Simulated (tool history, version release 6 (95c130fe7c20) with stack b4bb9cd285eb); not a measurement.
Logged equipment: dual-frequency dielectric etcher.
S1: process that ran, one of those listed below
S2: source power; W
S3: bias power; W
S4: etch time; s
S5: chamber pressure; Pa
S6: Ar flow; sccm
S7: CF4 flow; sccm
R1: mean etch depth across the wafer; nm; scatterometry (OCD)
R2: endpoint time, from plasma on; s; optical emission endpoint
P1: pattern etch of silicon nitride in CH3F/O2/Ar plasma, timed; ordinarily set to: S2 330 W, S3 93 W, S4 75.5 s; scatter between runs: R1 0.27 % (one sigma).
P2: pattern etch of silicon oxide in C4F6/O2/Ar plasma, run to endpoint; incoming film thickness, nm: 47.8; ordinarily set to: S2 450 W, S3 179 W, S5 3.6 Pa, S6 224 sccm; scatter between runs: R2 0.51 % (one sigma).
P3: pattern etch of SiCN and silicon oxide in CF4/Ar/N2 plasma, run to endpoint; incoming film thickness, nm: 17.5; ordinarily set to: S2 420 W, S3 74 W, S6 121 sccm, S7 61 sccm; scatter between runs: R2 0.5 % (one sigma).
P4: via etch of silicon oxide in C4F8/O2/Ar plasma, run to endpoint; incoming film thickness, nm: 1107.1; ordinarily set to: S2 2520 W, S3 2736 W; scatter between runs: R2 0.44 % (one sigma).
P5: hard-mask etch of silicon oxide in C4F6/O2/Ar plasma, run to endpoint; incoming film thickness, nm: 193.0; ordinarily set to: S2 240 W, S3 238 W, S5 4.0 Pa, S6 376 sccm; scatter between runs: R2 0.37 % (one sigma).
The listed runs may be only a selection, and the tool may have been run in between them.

run 1 hour=4.1 | S1=P1 S2=330 S3=93 S4=75.5 | R1=55.007
run 2 hour=7.8 | S1=P1 S2=330 S3=93 S4=75.5 | R1=54.853
run 3 hour=11.9 | S1=P2 S2=450 S3=234 S5=3.6 S6=224 | R2=12.923
run 4 hour=17.3 | S1=P2 S2=450 S3=179 S5=4.5 S6=224 | R2=14.515
run 5 hour=24.3 | S1=P3 S2=420 S3=74 S6=121 S7=38 | R2=24.469
run 6 hour=32.5 | S1=P4 S2=2520 S3=2736 | R2=186.280
run 7 hour=36.5 | S1=P5 S2=240 S3=238 S5=4.8 S6=376 | R2=72.508
run 8 hour=44.3 | S1=P4 S2=3390 S3=2736 | R2=165.860
run 9 hour=48.6 | S1=P5 S2=290 S3=238 S5=4.0 S6=376 | R2=65.837
run 10 hour=56.3 | S1=P3 S2=420 S3=74 S6=83 S7=61 | R2=21.390
run 11 hour=60.2 | S1=P1 S2=410 S3=93 S4=92.5 | R1=73.152
run 12 hour=65.0 | S1=P4 S2=2520 S3=1795 | R2=210.670
run 13 hour=70.1 | S1=P1 S2=330 S3=93 S4=95.5 | R1=69.318
run 14 hour=76.8 | S1=P2 S2=450 S3=179 S5=3.6 S6=160 | R2=13.683
run 15 hour=82.2 | S1=P3 S2=420 S3=74 S6=121 S7=61 | R2=22.292
run 16 hour=87.2 | S1=P1 S2=330 S3=109 S4=105.5 | R1=81.068
run 17 hour=93.9 | S1=P1 S2=410 S3=93 S4=75.5 | R1=59.695
run 18 hour=98.0 | S1=P3 S2=420 S3=74 S6=121 S7=61 | R2=22.630
run 19 hour=105.0 | S1=P2 S2=450 S3=179 S5=3.6 S6=224 | R2=14.049
run 20 hour=109.8 | S1=P3 S2=560 S3=74 S6=121 S7=61 | R2=17.579
run 21 hour=116.7 | S1=P5 S2=240 S3=238 S5=4.0 S6=376 | R2=70.831
run 22 hour=125.1 | S1=P1 S2=330 S3=128 S4=75.5 | R1=62.055
run 23 hour=130.7 | S1=P1 S2=330 S3=93 S4=75.5 | R1=54.883
run 24 hour=136.2 | S1=P1 S2=330 S3=93 S4=75.5 | R1=54.896
run 25 hour=142.2 | S1=P5 S2=240 S3=238 S5=4.0 S6=376 | R2=70.506
run 26 hour=149.7 | S1=P5 S2=240 S3=238 S5=4.0 S6=486 | R2=72.443
run 27 hour=154.8 | S1=P1 S2=330 S3=67 S4=75.5 | R1=48.648
run 28 hour=162.3 | S1=P1 S2=330 S3=93 S4=41.5 | R1=30.185

Run 29 is up next; what results do you expect?
-- hour=169.1 source power generator calibrated
run 29 hour=170.4 | S1=P3 S2=420 S3=91 S6=121 S7=61 | R2=?

{"run 29": {"R2": 21.022}}
